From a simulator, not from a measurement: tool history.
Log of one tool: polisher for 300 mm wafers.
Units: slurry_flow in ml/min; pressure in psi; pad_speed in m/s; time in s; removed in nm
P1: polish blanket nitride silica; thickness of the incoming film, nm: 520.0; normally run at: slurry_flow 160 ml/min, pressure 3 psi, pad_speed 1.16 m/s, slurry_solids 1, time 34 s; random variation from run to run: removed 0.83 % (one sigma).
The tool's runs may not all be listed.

| run | day | slurry_flow | pressure | pad_speed | slurry_solids | time | removed |
|---|---|---|---|---|---|---|---|
| 1 | 0.367 | 160 | 3 | 1.16 | 1 | 34 | 24.329 |
| 2 | 0.912 | 95 | 3 | 1.16 | 1 | 34 | 21.644 |
| 3 | 1.512 | 160 | 3 | 1.16 | 0.6 | 34 | 18.613 |
| 4 | 1.842 | 160 | 3 | 1.16 | 1 | 34 | 23.984 |
| 5 | 2.204 | 160 | 3 | 0.54 | 1 | 34 | 13.173 |
| 6 | 2.496 | 160 | 3 | 1.16 | 1 | 34 | 24.254 |
| 7 | 2.775 | 160 | 4.2 | 1.16 | 1 | 34 | 34.139 |
| 8 | 3.154 | 160 | 1.6 | 1.16 | 1 | 34 | 12.941 |
|  | 3.454 | conditioning disc replaced and pad reconditioned |
| 9 | 3.675 | 160 | 3 | 1.16 | 1.5 | 34 | 28.798 |
| 10 | 4.188 | 160 | 3 | 1.5 | 1 | 34 | 29.915 |
| 11 | 4.538 | 160 | 3 | 1.16 | 1 | 34 | 23.861 |
| 12 | 5.1 | 160 | 3 | 1.16 | 1 | 34 | 24.009 |
| 13 | 5.629 | 160 | 3 | 1.16 | 1 | 15 | 10.77 |
| 14 | 6.242 | 160 | 3 | 1.16 | 1 | 34 | 24.126 |
| 15 | 6.579 | 160 | 3 | 1.16 | 1 | 34 | 23.861 |
| 16 | 6.938 | 210 | 3 | 1.16 | 1 | 34 | 25.025 |
| 17 | 7.467 | 160 | 3 | 0.88 | 1 | 44 | 25.423 |
| 18 | 8 | 160 | 3 | 1.16 | 1 | 48 | 34.136 |
| 19 | 8.546 | 160 | 1.9 | 1.16 | 1.4 | 34 | 17.34 |
| 20 | 9.138 | 160 | 3 | 1.16 | 1 | 34 | 24.365 |
| 21 | 9.467 | 160 | 3 | 1.16 | 1 | 34 | 23.555 |
| 22 | 10.029 | 160 | 3 | 1.16 | 1 | 34 | 23.302 |
| 23 | 10.546 | 160 | 3 | 1.16 | 1 | 34 | 23 |
|  | 10.85 | conditioning disc replaced and pad reconditioned |
|  | 11.067 | slurry blender recalibrated |
| 24 | 11.108 | 160 | 3 | 1.16 | 1 | 34 | 22.773 |
| 25 | 11.658 | 160 | 3 | 1.16 | 1 | 34 | 22.402 |
| 26 | 11.95 | 160 | 3 | 1.16 | 1 | 34 | 22.783 |
|  | 12.079 | head pressure recalibrated |
| 27 | 12.446 | 160 | 3 | 1.16 | 1 | 34 | 22.408 |

The next listed run, before its measurement:
| 28 | 12.721 | 160 | 3 | 1.16 | 1 | 34 | ? |

removed: 22.555 nm
